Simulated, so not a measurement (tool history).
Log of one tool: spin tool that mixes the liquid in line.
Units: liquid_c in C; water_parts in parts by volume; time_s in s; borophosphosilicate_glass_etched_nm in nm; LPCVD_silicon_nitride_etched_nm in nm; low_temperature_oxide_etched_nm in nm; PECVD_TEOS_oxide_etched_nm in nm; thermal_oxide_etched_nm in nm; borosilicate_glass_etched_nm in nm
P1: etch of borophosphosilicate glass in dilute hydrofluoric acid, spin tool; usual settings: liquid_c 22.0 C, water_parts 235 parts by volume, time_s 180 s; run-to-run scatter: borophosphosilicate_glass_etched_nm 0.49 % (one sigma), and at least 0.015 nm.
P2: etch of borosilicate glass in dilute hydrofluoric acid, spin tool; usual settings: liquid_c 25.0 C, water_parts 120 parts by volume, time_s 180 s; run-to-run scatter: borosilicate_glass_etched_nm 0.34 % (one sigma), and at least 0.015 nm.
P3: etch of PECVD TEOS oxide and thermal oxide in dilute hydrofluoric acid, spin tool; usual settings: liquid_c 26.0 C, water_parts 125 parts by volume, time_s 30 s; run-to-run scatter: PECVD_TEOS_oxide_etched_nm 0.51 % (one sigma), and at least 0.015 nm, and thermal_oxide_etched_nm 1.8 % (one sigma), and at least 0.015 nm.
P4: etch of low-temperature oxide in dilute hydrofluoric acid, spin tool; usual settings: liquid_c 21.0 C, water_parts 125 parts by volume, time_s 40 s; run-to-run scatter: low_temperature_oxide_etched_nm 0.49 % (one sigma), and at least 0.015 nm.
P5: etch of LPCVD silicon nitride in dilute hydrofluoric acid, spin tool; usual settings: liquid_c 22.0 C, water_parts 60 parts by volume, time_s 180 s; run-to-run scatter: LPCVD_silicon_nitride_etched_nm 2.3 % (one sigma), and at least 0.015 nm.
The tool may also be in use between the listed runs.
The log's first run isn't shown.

run   hour  process  liquid_c  water_parts  time_s  hours since the thermometer was replaced  hours since the hydrofluoric acid flow meter was replaced  borophosphosilicate_glass_etched_nm  LPCVD_silicon_nitride_etched_nm  low_temperature_oxide_etched_nm  PECVD_TEOS_oxide_etched_nm  thermal_oxide_etched_nm  borosilicate_glass_etched_nm
  2   21.2       P1      30.5          235     180                                     418.7                                                      479.1                               36.127
  3   28.4       P1      22.0          235     180                                     425.9                                                      486.3                               26.908
  4   41.6       P5      22.0           60     180                                     439.1                                                      499.5                                                                1.1305
  5   52.5       P5      22.0           20     180                                     450.0                                                      510.4                                                                3.1958
  6   65.1       P1      22.0          235     180                                     462.6                                                      523.0                               26.865
  7   73.8       P4      21.0          125      40                                     471.3                                                      531.7                                                                                                 6.1844
  8   88.5       P3      26.0           55      30                                     486.0                                                      546.4                                                                                                                            14.2250                   3.1937
  9   95.6       P1      22.0          235     180                                     493.1                                                      553.5                               26.823
 10  103.8       P2      17.0          120     180                                     501.3                                                      561.7                                                                                                                                                                                    18.669
 11  113.7       P2      25.0          120     180                                     511.2                                                      571.6                                                                                                                                                                                    25.595
 12  127.2       P1      17.0           65     180                                     524.7                                                      585.1                               95.370
 13  136.7       P5      29.0           60     180                                     534.2                                                      594.6                                                                1.7700
 14  151.9       P1      22.0          235     330                                     549.4                                                      609.8                               48.808
 15  162.2       P1      22.0          235     180                                     559.7                                                      620.1                               26.978
 16  175.3       P2      25.0          200     180                                     572.8                                                      633.2                                                                                                                                                                                    14.102
 17  189.0       P1      22.0          130     180                                     586.5                                                      646.9                               54.223
 18  202.0       P1      22.0          235      25                                     599.5                                                      659.9                                3.731
 19  213.1       P2      25.0          120     325                                     610.6                                                      671.0                                                                                                                                                                                    46.678
 20  226.0       P4      21.0          125      40                                     623.5                                                      683.9                                                                                                 6.1064
 21  237.0       P5      22.0           60     325                                     634.5                                                      694.9                                                                1.9730
 22  244.4       P4      21.0          125      15                                     641.9                                                      702.3                                                                                                 2.2972
 23  257.0       P4      17.0          125      40                                     654.5                                                      714.9                                                                                                 5.2234
 24  269.4       P3      26.0          125      30                                     666.9                                                      727.3                                                                                                                             5.7128                   1.2281

Run 25 comes next. What will it give?
 25  276.5       P4      21.0          195      40                                     674.0                                                      734.4                                                                                                      ?

Run 25 gave low_temperature_oxide_etched_nm 3.6762 nm.

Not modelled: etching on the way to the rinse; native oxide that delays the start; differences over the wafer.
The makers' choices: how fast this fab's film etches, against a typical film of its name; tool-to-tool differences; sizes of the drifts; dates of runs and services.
